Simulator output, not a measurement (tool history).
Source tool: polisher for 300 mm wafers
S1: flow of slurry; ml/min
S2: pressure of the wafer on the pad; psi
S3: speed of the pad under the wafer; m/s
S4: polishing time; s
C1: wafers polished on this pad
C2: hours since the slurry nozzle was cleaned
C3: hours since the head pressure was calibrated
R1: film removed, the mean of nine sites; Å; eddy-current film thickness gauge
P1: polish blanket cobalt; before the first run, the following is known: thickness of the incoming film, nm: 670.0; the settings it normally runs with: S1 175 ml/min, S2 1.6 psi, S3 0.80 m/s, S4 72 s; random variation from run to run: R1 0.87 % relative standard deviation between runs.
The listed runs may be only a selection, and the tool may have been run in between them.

Run 1, hour 3.5: S1 175 ml/min, S2 1.6 psi, S3 0.80 m/s, S4 72 s; C1 438; C2 123.5; C3 590.5. Result: R1 2731.3 Å.
Run 2, hour 7.7: S1 175 ml/min, S2 1.6 psi, S3 0.36 m/s, S4 72 s; C1 494; C2 127.7; C3 594.7. Result: R1 1202.0 Å.
Run 3, hour 12.1: S1 175 ml/min, S2 1.6 psi, S3 0.80 m/s, S4 36 s; C1 552; C2 132.1; C3 599.1. Result: R1 1348.0 Å.
At hour 15.8: slurry nozzle cleaned.
Run 4, hour 16.8: S1 175 ml/min, S2 0.7 psi, S3 0.80 m/s, S4 72 s; C1 615; C2 1.1; C3 603.8. Result: R1 1169.5 Å.
Run 5, hour 22.2: S1 175 ml/min, S2 0.8 psi, S3 0.80 m/s, S4 99 s; C1 686; C2 6.5; C3 609.2. Result: R1 1834.6 Å.
Run 6, hour 27.4: S1 175 ml/min, S2 1.6 psi, S3 0.80 m/s, S4 72 s; C1 755; C2 11.7; C3 614.4. Result: R1 2629.2 Å.
Run 7, hour 31.7: S1 175 ml/min, S2 1.6 psi, S3 1.12 m/s, S4 72 s; C1 812; C2 16.0; C3 618.7. Result: R1 3674.3 Å.
Run 8, hour 35.3: S1 175 ml/min, S2 1.6 psi, S3 0.80 m/s, S4 72 s; C1 860; C2 19.6; C3 622.3. Result: R1 2700.2 Å.
Run 9, hour 40.5: S1 260 ml/min, S2 1.6 psi, S3 0.80 m/s, S4 72 s; C1 929; C2 24.8; C3 627.5. Result: R1 2852.3 Å.
Run 10, hour 45.5: S1 175 ml/min, S2 1.6 psi, S3 0.80 m/s, S4 107 s; C1 995; C2 29.8; C3 632.5. Result: R1 3996.0 Å.
Run 11, hour 50.4: S1 105 ml/min, S2 1.6 psi, S3 0.80 m/s, S4 72 s; C1 1060; C2 34.7; C3 637.4. Result: R1 2399.6 Å.
Run 12, hour 56.0: S1 175 ml/min, S2 1.6 psi, S3 0.80 m/s, S4 72 s; C1 1135; C2 40.3; C3 643.0. Result: R1 2709.6 Å.
Run 13, hour 60.8: S1 175 ml/min, S2 1.6 psi, S3 0.80 m/s, S4 72 s; C1 1198; C2 45.1; C3 647.8. Result: R1 2650.6 Å.
Run 14, hour 66.0: S1 175 ml/min, S2 2.3 psi, S3 0.80 m/s, S4 72 s; C1 1267; C2 50.3; C3 653.0. Result: R1 3764.6 Å.
Run 15, hour 71.7: S1 175 ml/min, S2 1.6 psi, S3 0.80 m/s, S4 72 s; C1 1343; C2 56.0; C3 658.7. Result: R1 2681.3 Å.
Run 16, hour 77.3: S1 175 ml/min, S2 1.6 psi, S3 0.80 m/s, S4 72 s; C1 1417; C2 61.6; C3 664.3. Result: R1 2555.7 Å.
Run 17, hour 82.6: S1 175 ml/min, S2 1.6 psi, S3 0.80 m/s, S4 72 s; C1 1488; C2 66.9; C3 669.6. Result: R1 2497.3 Å.
At hour 82.9: head pressure recalibrated.
Run 18, hour 85.1: S1 175 ml/min, S2 1.6 psi, S3 0.80 m/s, S4 72 s; C1 1521; C2 69.4; C3 2.2. Result: R1 2478.3 Å.
Run 19, hour 90.0: S1 175 ml/min, S2 1.6 psi, S3 0.80 m/s, S4 72 s; C1 1586; C2 74.3; C3 7.1. Result: R1 2428.3 Å.
Run 20, hour 94.9: S1 175 ml/min, S2 1.6 psi, S3 0.80 m/s, S4 72 s; C1 1651; C2 79.2; C3 12.0. Result: R1 2440.9 Å.

Run 21, settings as shown, results not yet in. Your forecast:
Run 21, hour 97.9: S1 175 ml/min, S2 1.6 psi, S3 0.80 m/s, S4 72 s; C1 1691; C2 82.2; C3 15.0. Result: R1 ?.

{"run 21": {"R1": 2446.5}}

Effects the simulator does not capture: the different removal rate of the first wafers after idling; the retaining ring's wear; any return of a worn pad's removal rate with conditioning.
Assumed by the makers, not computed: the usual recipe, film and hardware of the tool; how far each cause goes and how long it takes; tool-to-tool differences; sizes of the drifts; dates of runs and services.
